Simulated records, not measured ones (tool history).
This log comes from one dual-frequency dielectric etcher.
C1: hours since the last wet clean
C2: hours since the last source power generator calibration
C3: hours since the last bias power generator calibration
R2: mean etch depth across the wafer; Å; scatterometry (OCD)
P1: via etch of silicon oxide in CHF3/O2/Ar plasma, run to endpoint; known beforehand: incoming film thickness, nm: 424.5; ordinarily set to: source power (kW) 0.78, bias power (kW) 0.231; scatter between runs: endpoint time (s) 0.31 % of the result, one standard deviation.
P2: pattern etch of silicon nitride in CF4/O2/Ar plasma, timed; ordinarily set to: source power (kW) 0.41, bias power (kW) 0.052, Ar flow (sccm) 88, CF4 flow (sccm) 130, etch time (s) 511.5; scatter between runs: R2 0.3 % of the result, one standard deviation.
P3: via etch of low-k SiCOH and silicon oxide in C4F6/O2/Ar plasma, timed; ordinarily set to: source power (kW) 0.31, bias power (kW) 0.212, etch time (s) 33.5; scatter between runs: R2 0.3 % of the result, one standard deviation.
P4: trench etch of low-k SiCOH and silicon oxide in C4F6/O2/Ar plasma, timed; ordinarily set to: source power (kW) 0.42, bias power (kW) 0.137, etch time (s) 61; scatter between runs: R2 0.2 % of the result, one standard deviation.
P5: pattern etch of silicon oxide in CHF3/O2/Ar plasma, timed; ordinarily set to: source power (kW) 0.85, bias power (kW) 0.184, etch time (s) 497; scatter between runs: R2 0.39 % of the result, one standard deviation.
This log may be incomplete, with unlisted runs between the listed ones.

run 1 hour=8.2 | process_that_ran=P1 source_power_(kW)=0.78 bias_power_(kW)=0.231 | C1=66.8 C2=1609.9 C3=1663.7 | endpoint_time_(s)=181.18
run 2 hour=15.5 | process_that_ran=P1 source_power_(kW)=0.95 bias_power_(kW)=0.145 | C1=74.1 C2=1617.2 C3=1671 | endpoint_time_(s)=195.02
run 3 hour=22.3 | process_that_ran=P3 source_power_(kW)=0.31 bias_power_(kW)=0.212 etch_time_(s)=33.5 | C1=80.9 C2=1624 C3=1677.8 | R2=768.2
run 4 hour=27.7 | process_that_ran=P1 source_power_(kW)=0.78 bias_power_(kW)=0.231 | C1=86.3 C2=1629.4 C3=1683.2 | endpoint_time_(s)=180.94
run 5 hour=34.3 | process_that_ran=P4 source_power_(kW)=0.42 bias_power_(kW)=0.191 etch_time_(s)=61 | C1=92.9 C2=1636 C3=1689.8 | R2=1991.2
run 6 hour=43.1 | process_that_ran=P5 source_power_(kW)=0.85 bias_power_(kW)=0.184 etch_time_(s)=497 | C1=101.7 C2=1644.8 C3=1698.6 | R2=11237
run 7 hour=48.3 | process_that_ran=P1 source_power_(kW)=0.78 bias_power_(kW)=0.231 | C1=106.9 C2=1650 C3=1703.8 | endpoint_time_(s)=180.85
run 8 hour=56.8 | process_that_ran=P1 source_power_(kW)=0.78 bias_power_(kW)=0.155 | C1=115.4 C2=1658.5 C3=1712.3 | endpoint_time_(s)=207
run 9 hour=62.9 | process_that_ran=P3 source_power_(kW)=0.31 bias_power_(kW)=0.127 etch_time_(s)=33.5 | C1=121.5 C2=1664.6 C3=1718.4 | R2=649.54
run 10 hour=68.6 | process_that_ran=P5 source_power_(kW)=0.85 bias_power_(kW)=0.184 etch_time_(s)=682.5 | C1=127.2 C2=1670.3 C3=1724.1 | R2=15516
run 11 hour=74.2 | process_that_ran=P2 source_power_(kW)=0.41 bias_power_(kW)=0.052 etch_time_(s)=511.5 Ar_flow_(sccm)=88 CF4_flow_(sccm)=130 | C1=132.8 C2=1675.9 C3=1729.7 | R2=8281.6
run 12 hour=79.7 | process_that_ran=P2 source_power_(kW)=0.41 bias_power_(kW)=0.052 etch_time_(s)=511.5 Ar_flow_(sccm)=120 CF4_flow_(sccm)=130 | C1=138.3 C2=1681.4 C3=1735.2 | R2=8032.7
run 13 hour=83.7 | process_that_ran=P5 source_power_(kW)=0.85 bias_power_(kW)=0.184 etch_time_(s)=497 | C1=142.3 C2=1685.4 C3=1739.2 | R2=11252
run 14 hour=88.3 | process_that_ran=P2 source_power_(kW)=0.41 bias_power_(kW)=0.052 etch_time_(s)=511.5 Ar_flow_(sccm)=88 CF4_flow_(sccm)=184 | C1=146.9 C2=1690 C3=1743.8 | R2=8601.6
run 15 hour=95.4 | process_that_ran=P4 source_power_(kW)=0.42 bias_power_(kW)=0.137 etch_time_(s)=61 | C1=154 C2=1697.1 C3=1750.9 | R2=1801.2
run 16 hour=102.4 | process_that_ran=P1 source_power_(kW)=0.97 bias_power_(kW)=0.319 | C1=161 C2=1704.1 C3=1757.9 | endpoint_time_(s)=148.25
run 17 hour=106.4 | process_that_ran=P2 source_power_(kW)=0.41 bias_power_(kW)=0.052 etch_time_(s)=511.5 Ar_flow_(sccm)=88 CF4_flow_(sccm)=130 | C1=165 C2=1708.1 C3=1761.9 | R2=8324.6
run 18 hour=114.1 | process_that_ran=P1 source_power_(kW)=1.1 bias_power_(kW)=0.231 | C1=172.7 C2=1715.8 C3=1769.6 | endpoint_time_(s)=158.79
run 19 hour=119.1 | process_that_ran=P2 source_power_(kW)=0.58 bias_power_(kW)=0.052 etch_time_(s)=511.5 Ar_flow_(sccm)=88 CF4_flow_(sccm)=130 | C1=177.7 C2=1720.8 C3=1774.6 | R2=11259
run 20 hour=127.4 | process_that_ran=P1 source_power_(kW)=0.78 bias_power_(kW)=0.231 | C1=186 C2=1729.1 C3=1782.9 | endpoint_time_(s)=180.81
run 21 hour=132.5 | process_that_ran=P3 source_power_(kW)=0.38 bias_power_(kW)=0.212 etch_time_(s)=33.5 | C1=191.1 C2=1734.2 C3=1788 | R2=827.54
-- hour=136.3 wet clean of the chamber
run 22 hour=138.8 | process_that_ran=P1 source_power_(kW)=0.57 bias_power_(kW)=0.231 | C1=2.5 C2=1740.5 C3=1794.3 | endpoint_time_(s)=202.99
run 23 hour=144 | process_that_ran=P2 source_power_(kW)=0.41 bias_power_(kW)=0.052 etch_time_(s)=281.5 Ar_flow_(sccm)=88 CF4_flow_(sccm)=130 | C1=7.7 C2=1745.7 C3=1799.5 | R2=4597.2
run 24 hour=151.9 | process_that_ran=P1 source_power_(kW)=1.04 bias_power_(kW)=0.289 | C1=15.6 C2=1753.6 C3=1807.4 | endpoint_time_(s)=150.01
run 25 hour=156.3 | process_that_ran=P3 source_power_(kW)=0.31 bias_power_(kW)=0.212 etch_time_(s)=47 | C1=20 C2=1758 C3=1811.8 | R2=1067.3
run 26 hour=163.2 | process_that_ran=P1 source_power_(kW)=0.78 bias_power_(kW)=0.231 | C1=26.9 C2=1764.9 C3=1818.7 | endpoint_time_(s)=181.79
run 27 hour=168.3 | process_that_ran=P5 source_power_(kW)=0.57 bias_power_(kW)=0.184 etch_time_(s)=497 | C1=32 C2=1770 C3=1823.8 | R2=9645.8
run 28 hour=174.6 | process_that_ran=P4 source_power_(kW)=0.42 bias_power_(kW)=0.137 etch_time_(s)=83.5 | C1=38.3 C2=1776.3 C3=1830.1 | R2=2467.2
run 29 hour=181.6 | process_that_ran=P2 source_power_(kW)=0.41 bias_power_(kW)=0.041 etch_time_(s)=511.5 Ar_flow_(sccm)=88 CF4_flow_(sccm)=130 | C1=45.3 C2=1783.3 C3=1837.1 | R2=7629.3
run 30 hour=185.6 | process_that_ran=P5 source_power_(kW)=0.85 bias_power_(kW)=0.134 etch_time_(s)=497 | C1=49.3 C2=1787.3 C3=1841.1 | R2=10100
run 31 hour=191 | process_that_ran=P1 source_power_(kW)=0.78 bias_power_(kW)=0.299 | C1=54.7 C2=1792.7 C3=1846.5 | endpoint_time_(s)=166.61
run 32 hour=198.9 | process_that_ran=P4 source_power_(kW)=0.29 bias_power_(kW)=0.137 etch_time_(s)=61 | C1=62.6 C2=1800.6 C3=1854.4 | R2=1558.9
run 33 hour=204.7 | process_that_ran=P1 source_power_(kW)=0.78 bias_power_(kW)=0.231 | C1=68.4 C2=1806.4 C3=1860.2 | endpoint_time_(s)=180.56
run 34 hour=211.8 | process_that_ran=P1 source_power_(kW)=0.78 bias_power_(kW)=0.231 | C1=75.5 C2=1813.5 C3=1867.3 | endpoint_time_(s)=179.98
run 35 hour=216.5 | process_that_ran=P1 source_power_(kW)=0.78 bias_power_(kW)=0.231 | C1=80.2 C2=1818.2 C3=1872 | endpoint_time_(s)=179.71
run 36 hour=220.3 | process_that_ran=P1 source_power_(kW)=0.78 bias_power_(kW)=0.231 | C1=84 C2=1822 C3=1875.8 | endpoint_time_(s)=179.56
run 37 hour=228.9 | process_that_ran=P1 source_power_(kW)=0.78 bias_power_(kW)=0.231 | C1=92.6 C2=1830.6 C3=1884.4 | endpoint_time_(s)=178.78
run 38 hour=235.2 | process_that_ran=P1 source_power_(kW)=0.78 bias_power_(kW)=0.231 | C1=98.9 C2=1836.9 C3=1890.7 | endpoint_time_(s)=178.39
-- hour=236.5 wet clean of the chamber
run 39 hour=242.9 | process_that_ran=P1 source_power_(kW)=0.78 bias_power_(kW)=0.231 | C1=6.4 C2=1844.6 C3=1898.4 | endpoint_time_(s)=177.5
run 40 hour=247.8 | process_that_ran=P1 source_power_(kW)=0.78 bias_power_(kW)=0.231 | C1=11.3 C2=1849.5 C3=1903.3 | endpoint_time_(s)=177.11
run 41 hour=252.6 | process_that_ran=P1 source_power_(kW)=0.78 bias_power_(kW)=0.231 | C1=16.1 C2=1854.3 C3=1908.1 | endpoint_time_(s)=178.54
run 42 hour=258 | process_that_ran=P1 source_power_(kW)=0.78 bias_power_(kW)=0.231 | C1=21.5 C2=1859.7 C3=1913.5 | endpoint_time_(s)=177.85
run 43 hour=264 | process_that_ran=P1 source_power_(kW)=0.78 bias_power_(kW)=0.231 | C1=27.5 C2=1865.7 C3=1919.5 | endpoint_time_(s)=178.65
run 44 hour=268.9 | process_that_ran=P1 source_power_(kW)=0.78 bias_power_(kW)=0.231 | C1=32.4 C2=1870.6 C3=1924.4 | endpoint_time_(s)=177.77

Compared with where it was, what P1 gives has crept away. Each cause listed below fits the log as well as the rest, at the size given for it:
A: bias power that arrives over what is set, % = 4.8
B: source power that arrives over what is set, % = 4.4
The onset of the drift is placed at about hour 204.7.
Every other cause this tool's parts could produce, and why it does not fit the log:
chamber walls in a state that raises the etch rate, %: work on it at hour 236.5, done after the drift set in, did not restore what the process gave before

Consider the 4 check runs below, whose results appear as question marks and each of which averages 2 wafers. Which one distinguishes the causes, in that each cause would give it a clearly different result?
run check 1 hour=273.8 | process_that_ran=P3 source_power_(kW)=0.31 bias_power_(kW)=0.18 etch_time_(s)=46.5 | R2=?
run check 2 hour=273.8 | process_that_ran=P5 source_power_(kW)=0.59 bias_power_(kW)=0.184 etch_time_(s)=497 | R2=?
run check 3 hour=273.8 | process_that_ran=P2 source_power_(kW)=0.57 bias_power_(kW)=0.052 etch_time_(s)=511.5 Ar_flow_(sccm)=118 CF4_flow_(sccm)=130 | R2=?
run check 4 hour=273.8 | process_that_ran=P4 source_power_(kW)=0.42 bias_power_(kW)=0.176 etch_time_(s)=78 | R2=?

Predicted outcomes, by check and by cause:
check=check_1 result=R2 if_A=1020.9 if_B=1022.4
check=check_2 result=R2 if_A=9918.8 if_B=9924
check=check_3 result=R2 if_A=10937 if_B=11160
check=check_4 result=R2 if_A=2525 if_B=2530.3
Gap, in per cent, between the two causes that each check separates least, read from the result that separates them most: check 1 0.15 %; check 2 0.05 %; check 3 2.02 %; check 4 0.21 %
Check 3 tells the causes apart: in the others they would give nearly the same result.

Running check 3 produced the following: R2 10924 Å. Which one of the listed causes fits?

Of the candidate causes, it is A: bias power that arrives over what is set, %.
